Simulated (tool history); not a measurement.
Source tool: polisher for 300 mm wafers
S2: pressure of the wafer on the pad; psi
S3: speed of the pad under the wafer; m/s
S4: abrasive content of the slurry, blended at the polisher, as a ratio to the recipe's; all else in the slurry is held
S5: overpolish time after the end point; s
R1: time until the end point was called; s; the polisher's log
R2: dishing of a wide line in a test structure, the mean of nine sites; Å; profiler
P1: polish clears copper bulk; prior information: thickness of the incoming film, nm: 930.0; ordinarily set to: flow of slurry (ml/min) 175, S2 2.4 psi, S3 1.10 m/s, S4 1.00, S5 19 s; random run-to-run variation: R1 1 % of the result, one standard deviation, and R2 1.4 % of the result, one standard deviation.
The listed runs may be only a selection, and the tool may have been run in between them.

{"run": 1, "hour": 8.5, "flow of slurry (ml/min)": 175, "S2": 2.4, "S3": 1.1, "S4": 1.0, "S5": 19, "R1": 115.71, "R2": 718.16}
{"run": 2, "hour": 17.3, "flow of slurry (ml/min)": 175, "S2": 2.4, "S3": 0.76, "S4": 1.0, "S5": 19, "R1": 167.64, "R2": 577.27}
{"run": 3, "hour": 28.9, "flow of slurry (ml/min)": 175, "S2": 2.4, "S3": 1.1, "S4": 0.7, "S5": 29, "R1": 127.48, "R2": 835.82}
{"run": 4, "hour": 38.1, "flow of slurry (ml/min)": 175, "S2": 2.4, "S3": 1.1, "S4": 1.0, "S5": 19, "R1": 118.0, "R2": 721.0}
{"run": 5, "hour": 49.2, "flow of slurry (ml/min)": 175, "S2": 2.4, "S3": 1.5, "S4": 1.0, "S5": 19, "R1": 85.297, "R2": 848.06}
{"hour": 55.7, "done": "head pressure recalibrated"}
{"run": 6, "hour": 61.0, "flow of slurry (ml/min)": 175, "S2": 3.5, "S3": 1.1, "S4": 1.0, "S5": 19, "R1": 80.946, "R2": 904.45}
{"run": 7, "hour": 74.8, "flow of slurry (ml/min)": 105, "S2": 2.4, "S3": 1.1, "S4": 1.0, "S5": 19, "R1": 128.84, "R2": 694.86}
{"run": 8, "hour": 85.4, "flow of slurry (ml/min)": 175, "S2": 1.1, "S3": 1.1, "S4": 1.0, "S5": 19, "R1": 250.96, "R2": 386.82}
{"run": 9, "hour": 94.2, "flow of slurry (ml/min)": 175, "S2": 2.4, "S3": 1.1, "S4": 1.0, "S5": 6, "R1": 117.15, "R2": 310.51}
{"run": 10, "hour": 105.5, "flow of slurry (ml/min)": 175, "S2": 2.4, "S3": 1.1, "S4": 1.0, "S5": 19, "R1": 117.18, "R2": 720.31}
{"run": 11, "hour": 115.8, "flow of slurry (ml/min)": 175, "S2": 2.4, "S3": 1.1, "S4": 1.0, "S5": 19, "R1": 116.78, "R2": 719.17}
{"run": 12, "hour": 126.9, "flow of slurry (ml/min)": 270, "S2": 2.4, "S3": 1.1, "S4": 1.0, "S5": 37, "R1": 111.15, "R2": 974.56}
{"run": 13, "hour": 135.4, "flow of slurry (ml/min)": 175, "S2": 2.4, "S3": 1.1, "S4": 1.0, "S5": 19, "R1": 118.09, "R2": 717.64}
{"run": 14, "hour": 147.3, "flow of slurry (ml/min)": 240, "S2": 2.4, "S3": 1.1, "S4": 1.0, "S5": 19, "R1": 112.37, "R2": 738.49}
{"run": 15, "hour": 162.1, "flow of slurry (ml/min)": 175, "S2": 2.4, "S3": 1.1, "S4": 0.55, "S5": 19, "R1": 131.85, "R2": 676.82}
{"run": 16, "hour": 169.2, "flow of slurry (ml/min)": 175, "S2": 2.4, "S3": 1.1, "S4": 1.0, "S5": 19, "R1": 116.38, "R2": 712.84}
{"run": 17, "hour": 183.4, "flow of slurry (ml/min)": 175, "S2": 2.4, "S3": 1.1, "S4": 1.0, "S5": 37, "R1": 115.94, "R2": 959.04}
{"run": 18, "hour": 196.6, "flow of slurry (ml/min)": 175, "S2": 2.4, "S3": 1.1, "S4": 1.2, "S5": 19, "R1": 113.23, "R2": 727.39}
{"run": 19, "hour": 207.7, "flow of slurry (ml/min)": 175, "S2": 2.4, "S3": 1.1, "S4": 1.0, "S5": 19, "R1": 118.29, "R2": 723.23}
{"run": 20, "hour": 217.3, "flow of slurry (ml/min)": 175, "S2": 2.4, "S3": 1.1, "S4": 1.0, "S5": 19, "R1": 119.83, "R2": 734.06}
{"run": 21, "hour": 229.5, "flow of slurry (ml/min)": 175, "S2": 2.4, "S3": 1.1, "S4": 1.0, "S5": 19, "R1": 121.61, "R2": 689.59}
{"run": 22, "hour": 237.4, "flow of slurry (ml/min)": 175, "S2": 2.4, "S3": 1.1, "S4": 1.0, "S5": 19, "R1": 122.16, "R2": 681.75}
{"run": 23, "hour": 246.8, "flow of slurry (ml/min)": 175, "S2": 2.4, "S3": 1.1, "S4": 1.0, "S5": 19, "R1": 123.56, "R2": 697.17}
{"run": 24, "hour": 260.7, "flow of slurry (ml/min)": 175, "S2": 2.4, "S3": 1.1, "S4": 1.0, "S5": 19, "R1": 126.85, "R2": 685.96}
{"run": 25, "hour": 274.8, "flow of slurry (ml/min)": 175, "S2": 2.4, "S3": 1.1, "S4": 1.0, "S5": 19, "R1": 126.05, "R2": 680.77}
{"hour": 277.2, "done": "head pressure recalibrated"}
{"run": 26, "hour": 284.5, "flow of slurry (ml/min)": 175, "S2": 2.4, "S3": 1.1, "S4": 1.0, "S5": 19, "R1": 127.18, "R2": 682.35}
{"hour": 288.9, "done": "slurry blender recalibrated"}
{"run": 27, "hour": 298.7, "flow of slurry (ml/min)": 175, "S2": 2.4, "S3": 1.1, "S4": 1.0, "S5": 19, "R1": 126.94, "R2": 685.57}
{"run": 28, "hour": 310.0, "flow of slurry (ml/min)": 175, "S2": 2.4, "S3": 1.1, "S4": 1.0, "S5": 19, "R1": 128.72, "R2": 679.12}
{"run": 29, "hour": 317.9, "flow of slurry (ml/min)": 175, "S2": 2.4, "S3": 1.1, "S4": 1.0, "S5": 19, "R1": 129.91, "R2": 695.13}
{"run": 30, "hour": 326.3, "flow of slurry (ml/min)": 175, "S2": 2.4, "S3": 1.1, "S4": 1.0, "S5": 19, "R1": 129.53, "R2": 677.44}

Compared with where it was, what P1 gives has crept away. Each cause listed below fits the log as well as the rest, at the size given for it:
A: slurry flow missing at the pad, % = 40
B: removal rate lost through wear of the pad, % = 9.27
At approximately hour 207.7, the process output began to creep.
Every other cause this tool's parts could produce, and why it does not fit the log:
head's pressure below its setpoint, %: its service at hour 277.2 followed the start of the drift and did not put the process back to its old value
abrasive missing from the slurry, %: its service at hour 288.9 followed the start of the drift and did not put the process back to its old value

The 4 check runs listed below each average the results of 3 wafers, and their outcomes are marked with question marks. Under which run would the listed causes produce clearly different results?
{"run": "check 1", "hour": 334.7, "flow of slurry (ml/min)": 175, "S2": 1.4, "S3": 1.1, "S4": 1.0, "S5": 36, "R1": "?", "R2": "?"}
{"run": "check 2", "hour": 334.7, "flow of slurry (ml/min)": 175, "S2": 3.5, "S3": 1.1, "S4": 0.6, "S5": 19, "R1": "?", "R2": "?"}
{"run": "check 3", "hour": 334.7, "flow of slurry (ml/min)": 110, "S2": 3.5, "S3": 1.1, "S4": 1.0, "S5": 19, "R1": "?", "R2": "?"}
{"run": "check 4", "hour": 334.7, "flow of slurry (ml/min)": 175, "S2": 1.3, "S3": 1.1, "S4": 1.0, "S5": 7, "R1": "?", "R2": "?"}

Predicted outcomes, by check and by cause:
check=check_1 result=R1 if_A=220.970 if_B=220.940
check=check_1 result=R2 if_A=653.62 if_B=653.66
check=check_2 result=R1 if_A=98.278 if_B=98.265
check=check_2 result=R2 if_A=835.10 if_B=835.15
check=check_3 result=R1 if_A=101.270 if_B=96.366
check=check_3 result=R2 if_A=821.82 if_B=843.77
check=check_4 result=R1 if_A=237.960 if_B=237.930
check=check_4 result=R2 if_A=189.93 if_B=189.95
How far apart the two closest causes lie, in the result that separates them most: check 1 0.01 %; check 2 0.01 %; check 3 4.96 %; check 4 0.01 %
The other checks would show nearly matching results whichever cause is true, so check 3 is the only one that separates the causes.

Check 3 has now been run. It gave: R1 101.510 s; R2 811.65 Å. Which of the candidate causes is it?

It is A: slurry flow missing at the pad, %.

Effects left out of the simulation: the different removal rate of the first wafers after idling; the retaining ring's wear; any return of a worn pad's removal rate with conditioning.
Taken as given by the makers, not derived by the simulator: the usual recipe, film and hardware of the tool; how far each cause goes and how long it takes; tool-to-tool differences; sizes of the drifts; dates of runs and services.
